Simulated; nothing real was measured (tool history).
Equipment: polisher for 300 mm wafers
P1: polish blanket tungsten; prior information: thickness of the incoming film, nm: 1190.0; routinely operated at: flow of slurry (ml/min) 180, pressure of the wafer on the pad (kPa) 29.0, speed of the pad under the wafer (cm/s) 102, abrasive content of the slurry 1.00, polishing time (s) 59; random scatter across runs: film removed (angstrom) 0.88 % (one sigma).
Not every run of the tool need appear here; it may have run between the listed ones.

run,day,flow of slurry (ml/min),pressure of the wafer on the pad (kPa),speed of the pad under the wafer (cm/s),abrasive content of the slurry,polishing time (s),wafers polished on this pad,hours since the slurry nozzle was cleaned,hours since the head pressure was calibrated,hours since the slurry blender was calibrated,hours since the slurry got fresh peroxide,film removed (angstrom)
1,0.442,180,29.0,102,1.00,59,211,331.5,211.7,226.9,102.7,3630.0
2,0.846,180,29.0,102,1.00,27,298,341.2,221.4,236.6,112.4,1671.8
3,1.238,180,29.0,102,1.00,59,382,350.6,230.8,246.0,121.8,3594.0
4,1.738,260,19.3,102,1.00,59,490,362.6,242.8,258.0,133.8,2516.1
5,2.021,180,29.0,136,1.00,59,550,369.4,249.6,264.8,140.6,4797.6
6,2.421,180,29.0,102,1.25,59,636,379.0,259.2,274.4,150.2,3768.9
7,2.808,180,29.0,102,1.00,59,720,388.3,268.5,283.7,159.5,3580.2
8,3.262,180,29.0,102,1.00,59,817,399.2,279.4,294.6,170.4,3673.2
9,3.750,180,29.0,102,0.70,59,922,410.9,291.1,306.3,182.1,3301.2
10,4.062,180,29.0,102,1.00,59,989,418.4,298.6,313.8,189.6,3574.5
11,4.358,245,29.0,102,1.00,59,1053,425.5,305.7,320.9,196.7,3751.8
12,4.688,110,29.0,102,1.00,59,1124,433.4,313.6,328.8,204.6,3326.1
13,5.025,180,40.7,102,1.00,59,1196,441.5,321.7,336.9,212.7,5057.8
14,5.525,180,29.0,52,1.00,59,1304,453.5,333.7,348.9,224.7,1863.0
15,5.758,180,29.0,102,1.00,59,1354,459.1,339.3,354.5,230.3,3586.2

The next listed run, before its measurement:
16,6.150,180,13.1,102,1.00,59,1438,468.5,348.7,363.9,239.7,?

film removed (angstrom): 1609.4
